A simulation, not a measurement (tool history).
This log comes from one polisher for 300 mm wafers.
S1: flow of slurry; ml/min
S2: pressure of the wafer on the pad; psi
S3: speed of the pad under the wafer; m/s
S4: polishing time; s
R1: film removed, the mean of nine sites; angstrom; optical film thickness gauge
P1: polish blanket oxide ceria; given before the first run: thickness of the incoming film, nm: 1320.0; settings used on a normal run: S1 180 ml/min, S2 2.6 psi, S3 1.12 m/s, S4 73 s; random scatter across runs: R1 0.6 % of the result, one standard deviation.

Run 1, day 0.562: S1 180 ml/min, S2 2.6 psi, S3 1.12 m/s, S4 73 s. Result: R1 2696.2 angstrom.
Run 2, day 1.158: S1 180 ml/min, S2 2.6 psi, S3 1.12 m/s, S4 47 s. Result: R1 1739.9 angstrom.
Run 3, day 1.704: S1 180 ml/min, S2 2.6 psi, S3 0.82 m/s, S4 73 s. Result: R1 1978.8 angstrom.
Run 4, day 2.046: S1 110 ml/min, S2 2.6 psi, S3 1.12 m/s, S4 73 s. Result: R1 2473.1 angstrom.
Run 5, day 2.433: S1 180 ml/min, S2 2.6 psi, S3 1.12 m/s, S4 113 s. Result: R1 4181.1 angstrom.
Run 6, day 2.888: S1 180 ml/min, S2 2.6 psi, S3 1.12 m/s, S4 73 s. Result: R1 2706.5 angstrom.
Run 7, day 3.4: S1 180 ml/min, S2 2.6 psi, S3 1.12 m/s, S4 73 s. Result: R1 2684.7 angstrom.
Run 8, day 3.917: S1 180 ml/min, S2 2.6 psi, S3 1.12 m/s, S4 73 s. Result: R1 2718.8 angstrom.
At day 4.204: worn pad replaced by a new one.
Run 9, day 4.467: S1 180 ml/min, S2 2.6 psi, S3 1.76 m/s, S4 73 s. Result: R1 4224.3 angstrom.
At day 4.571: slurry nozzle cleaned.
Run 10, day 4.804: S1 180 ml/min, S2 2.6 psi, S3 1.12 m/s, S4 73 s. Result: R1 2690.2 angstrom.
Run 11, day 5.35: S1 180 ml/min, S2 3.5 psi, S3 1.12 m/s, S4 73 s. Result: R1 3650 angstrom.
Run 12, day 5.7: S1 110 ml/min, S2 1.6 psi, S3 1.12 m/s, S4 73 s. Result: R1 1513.1 angstrom.
Run 13, day 6.008: S1 180 ml/min, S2 2.6 psi, S3 1.12 m/s, S4 73 s. Result: R1 2709.6 angstrom.
Run 14, day 6.438: S1 180 ml/min, S2 1.4 psi, S3 1.12 m/s, S4 73 s. Result: R1 1464.2 angstrom.
Run 15, day 6.754: S1 180 ml/min, S2 2.6 psi, S3 1.12 m/s, S4 73 s. Result: R1 2692.8 angstrom.
Run 16, day 7.342: S1 240 ml/min, S2 2.6 psi, S3 1.12 m/s, S4 73 s. Result: R1 2780.5 angstrom.
Run 17, day 7.704: S1 180 ml/min, S2 2.6 psi, S3 1.12 m/s, S4 73 s. Result: R1 2701.3 angstrom.
Run 18, day 8.062: S1 180 ml/min, S2 2.6 psi, S3 1.12 m/s, S4 73 s. Result: R1 2665.3 angstrom.
Run 19, day 8.538: S1 180 ml/min, S2 2.6 psi, S3 1.12 m/s, S4 73 s. Result: R1 2614.7 angstrom.
Run 20, day 9.083: S1 180 ml/min, S2 2.6 psi, S3 1.12 m/s, S4 73 s. Result: R1 2565.3 angstrom.
At day 9.429: worn pad replaced by a new one.
Run 21, day 9.467: S1 180 ml/min, S2 2.6 psi, S3 1.12 m/s, S4 73 s. Result: R1 2585.4 angstrom.
Run 22, day 9.742: S1 180 ml/min, S2 2.6 psi, S3 1.12 m/s, S4 73 s. Result: R1 2574.6 angstrom.
Run 23, day 10.058: S1 180 ml/min, S2 2.6 psi, S3 1.12 m/s, S4 73 s. Result: R1 2595.4 angstrom.
Run 24, day 10.533: S1 180 ml/min, S2 2.6 psi, S3 1.12 m/s, S4 73 s. Result: R1 2566.1 angstrom.
Run 25, day 10.992: S1 180 ml/min, S2 2.6 psi, S3 1.12 m/s, S4 73 s. Result: R1 2592.3 angstrom.

Something has made what P1 gives creep away from where it was; the 2 causes below, each at its own stated size, fit the log equally well:
A: slurry flow missing at the pad, % = 26.7
B: head's pressure below its setpoint, % = 5.16
Creep in the process output first set in at about day 7.704.
What rules out each remaining cause:
removal rate lost through wear of the pad, %: serviced at day 9.429, after the drift had started, without restoring the earlier output

The list below offers 4 check runs, each averaging the results of 3 wafers, and shows each result as a question mark. For which of them would the listed causes give clearly different results?
Run check 1, day 11.45: S1 180 ml/min, S2 2.6 psi, S3 1.6 m/s, S4 73 s. Result: R1 ?.
Run check 2, day 11.45: S1 180 ml/min, S2 2.6 psi, S3 1.52 m/s, S4 73 s. Result: R1 ?.
Run check 3, day 11.45: S1 180 ml/min, S2 2.6 psi, S3 1.12 m/s, S4 48 s. Result: R1 ?.
Run check 4, day 11.45: S1 110 ml/min, S2 2.6 psi, S3 1.12 m/s, S4 93 s. Result: R1 ?.

Check results expected under each cause:
  check  result    if A    if B
check 1      R1  3669.8  3669.9
check 2      R1  3486.3  3486.4
check 3      R1  1689.1  1689.1
check 4      R1  2898.8  2985.7
Distance between the nearest two causes, measured in the result of the check that separates them most: check 1 0 %; check 2 0 %; check 3 0 %; check 4 2.96 %
Check 4 is the one run that separates the causes; every other check would come out nearly the same whichever cause is at work.

The results of check 4 are: R1 2903.6 angstrom. Based on these, which of the listed causes is it?

Of the candidate causes, it is A: slurry flow missing at the pad, %.
